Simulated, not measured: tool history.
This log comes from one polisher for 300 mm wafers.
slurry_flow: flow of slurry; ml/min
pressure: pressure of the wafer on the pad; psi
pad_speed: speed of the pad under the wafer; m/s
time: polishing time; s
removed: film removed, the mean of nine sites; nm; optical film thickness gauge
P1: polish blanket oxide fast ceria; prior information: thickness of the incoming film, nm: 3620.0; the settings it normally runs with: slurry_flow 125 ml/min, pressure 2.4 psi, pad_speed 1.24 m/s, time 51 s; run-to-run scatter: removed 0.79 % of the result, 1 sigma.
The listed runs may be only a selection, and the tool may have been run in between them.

run   hour  slurry_flow  pressure  pad_speed  time  wafers polished on this pad  hours since the slurry nozzle was cleaned  hours since the head pressure was calibrated  removed
  1    9.4          125       2.4       1.24    51                          183                                      244.2                                         335.9   962.21
  2   18.9          125       2.4       1.24    51                          256                                      253.7                                         345.4   942.47
  3   31.3          185       2.4       1.24    28                          350                                      266.1                                         357.8   554.29
  4   39.7          125       2.4       1.24    51                          414                                      274.5                                         366.2   951.19
  5   48.2          125       2.4       1.24    51                          479                                        283                                         374.7   959.19
  6   65.4          125       1.3       1.24    51                          610                                      300.2                                         391.9    513.7
  7   80.6          125       2.4       1.24    51                          726                                      315.4                                         407.1   941.67
      90.4  -- head pressure recalibrated
  8   90.9          125       2.4       1.84    38                          804                                      325.7                                           0.5     1051
  9  104.7          125       2.4       1.24    36                          909                                      339.5                                          14.3   670.61
 10  115.1          125       3.5       1.24    51                          988                                      349.9                                          24.7   1398.7
 11  127.2           75       2.4       1.24    51                         1081                                        362                                          36.8   845.31
 12  136.9          190       2.4       1.24    51                         1155                                      371.7                                          46.5   1016.1
 13  145.8          125       2.4       0.82    51                         1222                                      380.6                                          55.4   627.02
     151.8  -- slurry nozzle cleaned
     154.7  -- worn pad replaced by a new one
 14  163.7          125       2.4       1.24    73                           68                                       11.9                                          73.3     1358
 15  172.7          125       2.4        1.8    51                          137                                       20.9                                          82.3   1384.1
 16  189.1          180       2.4       0.72    51                          262                                       37.3                                          98.7   587.08
 17  206.4          125       2.4       1.24    51                          394                                       54.6                                           116   965.97
 18  214.2          125       2.4       1.24    51                          453                                       62.4                                         123.8   929.62
 19  229.4          125       2.4       1.24    51                          569                                       77.6                                           139   907.04
 20    239          125       2.4       1.24    51                          642                                       87.2                                         148.6   903.55
 21  254.5          125       2.4       1.24    51                          760                                      102.7                                         164.1   882.94
     261.9  -- worn pad replaced by a new one
 22  263.7          125       2.4       1.24    51                           13                                      111.9                                         173.3   875.89
 23  279.8          125       2.4       1.24    51                          136                                        128                                         189.4   867.13
 24  294.3          125       2.4       1.24    51                          247                                      142.5                                         203.9   872.24
 25  303.8          125       2.4       1.24    51                          319                                        152                                         213.4   865.36

Run 26, settings as shown, results not yet in. Your forecast:
 26  313.6          125       2.4       1.24    51                          394                                      161.8                                         223.2        ?

removed: 867.85 nm
